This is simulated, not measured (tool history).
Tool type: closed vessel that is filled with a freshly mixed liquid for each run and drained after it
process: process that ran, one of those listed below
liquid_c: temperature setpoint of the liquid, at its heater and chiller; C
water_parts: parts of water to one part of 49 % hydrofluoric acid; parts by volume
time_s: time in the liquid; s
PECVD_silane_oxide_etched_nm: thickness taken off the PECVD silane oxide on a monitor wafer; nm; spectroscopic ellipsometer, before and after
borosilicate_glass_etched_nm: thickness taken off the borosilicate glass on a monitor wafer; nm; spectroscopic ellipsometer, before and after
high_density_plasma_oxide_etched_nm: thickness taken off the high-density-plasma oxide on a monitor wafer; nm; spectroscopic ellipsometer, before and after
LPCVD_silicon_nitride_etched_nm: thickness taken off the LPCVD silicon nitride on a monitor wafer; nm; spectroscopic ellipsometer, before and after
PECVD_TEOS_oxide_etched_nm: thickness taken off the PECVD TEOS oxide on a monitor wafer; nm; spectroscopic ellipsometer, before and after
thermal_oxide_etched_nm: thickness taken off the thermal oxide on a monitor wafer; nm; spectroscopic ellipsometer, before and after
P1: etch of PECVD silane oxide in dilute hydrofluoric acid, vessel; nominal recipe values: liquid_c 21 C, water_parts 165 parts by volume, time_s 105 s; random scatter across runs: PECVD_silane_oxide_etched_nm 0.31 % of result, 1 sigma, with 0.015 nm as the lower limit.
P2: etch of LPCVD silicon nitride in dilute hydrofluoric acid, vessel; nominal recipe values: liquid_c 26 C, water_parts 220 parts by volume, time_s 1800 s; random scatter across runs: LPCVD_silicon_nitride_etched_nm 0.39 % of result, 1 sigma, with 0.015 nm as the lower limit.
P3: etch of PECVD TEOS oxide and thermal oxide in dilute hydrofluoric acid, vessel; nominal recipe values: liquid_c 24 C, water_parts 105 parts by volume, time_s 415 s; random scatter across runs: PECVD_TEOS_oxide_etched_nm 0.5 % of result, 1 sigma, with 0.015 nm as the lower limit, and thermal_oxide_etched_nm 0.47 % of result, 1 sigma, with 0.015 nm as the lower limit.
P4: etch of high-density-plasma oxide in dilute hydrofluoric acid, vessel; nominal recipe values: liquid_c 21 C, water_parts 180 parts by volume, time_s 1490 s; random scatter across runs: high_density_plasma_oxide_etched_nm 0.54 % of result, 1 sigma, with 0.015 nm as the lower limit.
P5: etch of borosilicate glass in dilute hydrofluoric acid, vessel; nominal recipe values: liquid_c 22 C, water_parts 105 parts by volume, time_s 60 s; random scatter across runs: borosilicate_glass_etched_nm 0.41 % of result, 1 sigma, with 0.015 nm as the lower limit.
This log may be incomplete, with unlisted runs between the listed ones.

run	hour	process	liquid_c	water_parts	time_s	PECVD_silane_oxide_etched_nm	borosilicate_glass_etched_nm	high_density_plasma_oxide_etched_nm	LPCVD_silicon_nitride_etched_nm	PECVD_TEOS_oxide_etched_nm	thermal_oxide_etched_nm
1	12.1	P1	21	165	105	12.945					
2	22.3	P5	22	105	60		14.448				
3	33.5	P5	17	105	60		11.695				
4	47.3	P4	21	180	130			2.8846			
5	59.4	P5	22	25	60		66.932				
6	66.2	P2	26	220	1800				5.365		
7	73.6	P4	21	60	1490			112.97			
8	85.2	P5	22	105	60		14.374				
9	94.9	P1	26.5	235	105	10.347					
10	106.5	P1	21	95	105	24.176					
11	119.2	P1	21	165	30	3.6931					
12	126.7	P4	21	180	1490			33.133			
13	140.1	P3	24	105	415					34.673	19.717
14	152.5	P2	26	220	1005				3.0006		
15	160	P3	24	105	415					34.494	19.624
16	167.7	P3	29	105	415					42.028	23.729
17	179.1	P1	21	165	105	12.932					
18	193.4	P5	22	105	30		7.174				
19	206.1	P3	24	20	415					202.63	114.6
20	214.3	P1	21	165	195	24					

What does the tool deliver on the next run?
21	221	P1	21	165	105	?					

PECVD_silane_oxide_etched_nm: 12.897 nm

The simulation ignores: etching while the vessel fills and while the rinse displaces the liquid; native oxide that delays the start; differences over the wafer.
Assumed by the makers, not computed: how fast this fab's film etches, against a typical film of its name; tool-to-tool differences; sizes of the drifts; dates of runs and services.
